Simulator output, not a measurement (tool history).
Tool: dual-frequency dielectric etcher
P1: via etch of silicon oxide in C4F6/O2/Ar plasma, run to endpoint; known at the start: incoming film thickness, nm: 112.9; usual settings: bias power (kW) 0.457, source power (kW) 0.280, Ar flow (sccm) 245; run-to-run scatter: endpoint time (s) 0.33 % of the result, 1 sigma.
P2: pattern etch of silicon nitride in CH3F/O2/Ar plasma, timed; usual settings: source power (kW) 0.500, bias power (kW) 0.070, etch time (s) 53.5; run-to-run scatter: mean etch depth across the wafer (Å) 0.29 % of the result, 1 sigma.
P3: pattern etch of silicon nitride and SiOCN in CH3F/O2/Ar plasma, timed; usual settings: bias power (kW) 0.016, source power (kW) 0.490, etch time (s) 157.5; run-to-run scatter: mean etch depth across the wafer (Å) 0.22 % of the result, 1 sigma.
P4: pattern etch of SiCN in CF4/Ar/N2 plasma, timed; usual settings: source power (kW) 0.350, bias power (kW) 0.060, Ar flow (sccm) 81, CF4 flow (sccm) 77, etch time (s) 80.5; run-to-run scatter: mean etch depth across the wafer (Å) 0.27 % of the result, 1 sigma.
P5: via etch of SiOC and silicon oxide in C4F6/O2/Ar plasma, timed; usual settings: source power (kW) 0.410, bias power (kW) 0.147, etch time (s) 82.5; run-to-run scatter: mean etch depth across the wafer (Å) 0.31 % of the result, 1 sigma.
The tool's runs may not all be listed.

| run | hour | process that ran | bias power (kW) | source power (kW) | Ar flow (sccm) | CF4 flow (sccm) | etch time (s) | hours since the last wet clean | hours since the last bias power generator calibration | hours since the last source power generator calibration | hours since the last Ar flow controller change | endpoint time (s) | mean etch depth across the wafer (Å) |
|---|---|---|---|---|---|---|---|---|---|---|---|---|---|
| 1 | 13.3 | P1 | 0.457 | 0.280 | 245 |  |  | 244.8 | 1622.3 | 2451.8 | 1597.4 | 28.305 |  |
| 2 | 21.5 | P4 | 0.060 | 0.220 | 81 | 77 | 80.5 | 253.0 | 1630.5 | 2460.0 | 1605.6 |  | 357.28 |
| 3 | 36.3 | P1 | 0.457 | 0.180 | 245 |  |  | 267.8 | 1645.3 | 2474.8 | 1620.4 | 33.261 |  |
| 4 | 50.4 | P5 | 0.147 | 0.570 |  |  | 82.5 | 281.9 | 1659.4 | 2488.9 | 1634.5 |  | 984.75 |
| 5 | 62.2 | P4 | 0.060 | 0.350 | 81 | 77 | 80.5 | 293.7 | 1671.2 | 2500.7 | 1646.3 |  | 539.15 |
| 6 | 77.6 | P3 | 0.016 | 0.490 |  |  | 104.0 | 309.1 | 1686.6 | 2516.1 | 1661.7 |  | 129.93 |
| 7 | 88.0 | P1 | 0.383 | 0.280 | 149 |  |  | 319.5 | 1697.0 | 2526.5 | 1672.1 | 28.822 |  |
| 8 | 99.3 | P1 | 0.457 | 0.360 | 296 |  |  | 330.8 | 1708.3 | 2537.8 | 1683.4 | 26.371 |  |
| 9 | 115.0 | P2 | 0.070 | 0.650 |  |  | 53.5 | 346.5 | 1724.0 | 2553.5 | 1699.1 |  | 437.78 |
| 10 | 129.9 | P1 | 0.457 | 0.280 | 245 |  |  | 361.4 | 1738.9 | 2568.4 | 1714.0 | 28.453 |  |
| 11 | 147.8 | P2 | 0.070 | 0.500 |  |  | 53.5 | 379.3 | 1756.8 | 2586.3 | 1731.9 |  | 394.09 |
| 12 | 161.5 | P3 | 0.016 | 0.650 |  |  | 157.5 | 393.0 | 1770.5 | 2600.0 | 1745.6 |  | 218.16 |
| 13 | 172.7 | P4 | 0.060 | 0.350 | 81 | 62 | 80.5 | 404.2 | 1781.7 | 2611.2 | 1756.8 |  | 523.46 |
| 14 | 181.1 | P1 | 0.457 | 0.280 | 309 |  |  | 412.6 | 1790.1 | 2619.6 | 1765.2 | 29.261 |  |
| 15 | 195.2 | P3 | 0.012 | 0.490 |  |  | 157.5 | 426.7 | 1804.2 | 2633.7 | 1779.3 |  | 176.42 |
| 16 | 207.3 | P2 | 0.070 | 0.500 |  |  | 53.5 | 438.8 | 1816.3 | 2645.8 | 1791.4 |  | 396.24 |
| 17 | 215.8 | P1 | 0.457 | 0.280 | 245 |  |  | 447.3 | 1824.8 | 2654.3 | 1799.9 | 28.244 |  |
| 18 | 230.1 | P4 | 0.060 | 0.350 | 81 | 77 | 115.0 | 461.6 | 1839.1 | 2668.6 | 1814.2 |  | 768.49 |
| 19 | 244.3 | P4 | 0.036 | 0.350 | 81 | 77 | 80.5 | 475.8 | 1853.3 | 2682.8 | 1828.4 |  | 463.81 |
| 20 | 254.5 | P1 | 0.457 | 0.280 | 245 |  |  | 486.0 | 1863.5 | 2693.0 | 1838.6 | 28.447 |  |
| 21 | 266.7 | P3 | 0.016 | 0.490 |  |  | 157.5 | 498.2 | 1875.7 | 2705.2 | 1850.8 |  | 196.85 |
| 22 | 279.0 | P4 | 0.060 | 0.350 | 114 | 77 | 80.5 | 510.5 | 1888.0 | 2717.5 | 1863.1 |  | 512.81 |
| 23 | 296.1 | P2 | 0.070 | 0.500 |  |  | 69.0 | 527.6 | 1905.1 | 2734.6 | 1880.2 |  | 509.86 |
| 24 | 306.8 | P1 | 0.366 | 0.280 | 245 |  |  | 538.3 | 1915.8 | 2745.3 | 1890.9 | 30.836 |  |
| 25 | 314.9 | P1 | 0.457 | 0.340 | 245 |  |  | 546.4 | 1923.9 | 2753.4 | 1899.0 | 26.494 |  |
| 26 | 332.7 | P2 | 0.048 | 0.500 |  |  | 53.5 | 564.2 | 1941.7 | 2771.2 | 1916.8 |  | 350.82 |
| 27 | 348.8 | P5 | 0.147 | 0.410 |  |  | 82.5 | 580.3 | 1957.8 | 2787.3 | 1932.9 |  | 867.73 |
| 28 | 359.6 | P4 | 0.060 | 0.350 | 81 | 77 | 80.5 | 591.1 | 1968.6 | 2798.1 | 1943.7 |  | 539.21 |
|  | 375.5 | bias power generator calibrated |
| 29 | 377.1 | P1 | 0.599 | 0.280 | 245 |  |  | 608.6 | 1.7 | 2815.6 | 1961.2 | 25.610 |  |
| 30 | 394.0 | P1 | 0.457 | 0.280 | 245 |  |  | 625.5 | 18.6 | 2832.5 | 1978.1 | 28.297 |  |
| 31 | 405.6 | P1 | 0.457 | 0.280 | 164 |  |  | 637.1 | 30.2 | 2844.1 | 1989.7 | 27.121 |  |
| 32 | 415.9 | P5 | 0.147 | 0.410 |  |  | 82.5 | 647.4 | 40.5 | 2854.4 | 2000.0 |  | 874.13 |
| 33 | 431.4 | P5 | 0.206 | 0.410 |  |  | 82.5 | 662.9 | 56.0 | 2869.9 | 2015.5 |  | 963.26 |
| 34 | 445.3 | P5 | 0.147 | 0.410 |  |  | 103.5 | 676.8 | 69.9 | 2883.8 | 2029.4 |  | 1091.20 |
| 35 | 456.7 | P1 | 0.457 | 0.280 | 245 |  |  | 688.2 | 81.3 | 2895.2 | 2040.8 | 28.651 |  |
| 36 | 471.9 | P1 | 0.457 | 0.280 | 245 |  |  | 703.4 | 96.5 | 2910.4 | 2056.0 | 28.262 |  |
| 37 | 482.5 | P1 | 0.457 | 0.280 | 245 |  |  | 714.0 | 107.1 | 2921.0 | 2066.6 | 28.106 |  |
| 38 | 492.9 | P1 | 0.457 | 0.280 | 245 |  |  | 724.4 | 117.5 | 2931.4 | 2077.0 | 28.056 |  |
| 39 | 504.4 | P1 | 0.457 | 0.280 | 245 |  |  | 735.9 | 129.0 | 2942.9 | 2088.5 | 27.941 |  |
|  | 509.5 | Ar flow controller replaced |
| 40 | 519.3 | P1 | 0.457 | 0.280 | 245 |  |  | 750.8 | 143.9 | 2957.8 | 9.9 | 28.020 |  |
|  | 520.9 | wet clean of the chamber |
| 41 | 532.7 | P1 | 0.457 | 0.280 | 245 |  |  | 11.8 | 157.3 | 2971.2 | 23.3 | 27.980 |  |
| 42 | 549.1 | P1 | 0.457 | 0.280 | 245 |  |  | 28.2 | 173.7 | 2987.6 | 39.7 | 27.875 |  |
| 43 | 556.9 | P1 | 0.457 | 0.280 | 245 |  |  | 36.0 | 181.5 | 2995.4 | 47.5 | 27.870 |  |
| 44 | 570.3 | P1 | 0.457 | 0.280 | 245 |  |  | 49.4 | 194.9 | 3008.8 | 60.9 | 27.840 |  |

What P1 gives has crept away from where it was. These 2 causes fit the log equally well, each at the size given:
A: source power that arrives over what is set, % = 4.62
B: bias power that arrives over what is set, % = 4.52
The creep began at about hour 456.7.
Why every other cause is out:
chamber walls in a state that raises the etch rate, %: serviced at hour 520.9, which brought nothing back
Ar flow that arrives under what is set, %: serviced at hour 509.5, which brought nothing back

4 check runs are offered, one wafer each, their results left as question marks. Which one tells the causes apart?
| check 1 | 583.7 | P5 | 0.205 | 0.410 |  |  | 82.5 |  |  |  |  |  | ? |
| check 2 | 583.7 | P3 | 0.013 | 0.490 |  |  | 157.5 |  |  |  |  |  | ? |
| check 3 | 583.7 | P4 | 0.036 | 0.300 | 81 | 77 | 80.5 |  |  |  |  |  | ? |
| check 4 | 583.7 | P2 | 0.058 | 0.630 |  |  | 53.5 |  |  |  |  |  | ? |

What each check would give under each cause:
| check | result | if A | if B |
|---|---|---|---|
| check 1 | mean etch depth across the wafer (Å) | 981.52 | 978.85 |
| check 2 | mean etch depth across the wafer (Å) | 184.58 | 184.62 |
| check 3 | mean etch depth across the wafer (Å) | 418.16 | 406.71 |
| check 4 | mean etch depth across the wafer (Å) | 415.25 | 413.70 |
How far apart the two closest causes lie, in the result that separates them most: check 1 0.27 %; check 2 0.02 %; check 3 2.78 %; check 4 0.37 %
Check 3 tells the causes apart: in the others they would give nearly the same result.

Then check 3 was run and gave: mean etch depth across the wafer (Å) 418.97. Which cause is it?

It is A: source power that arrives over what is set, %.
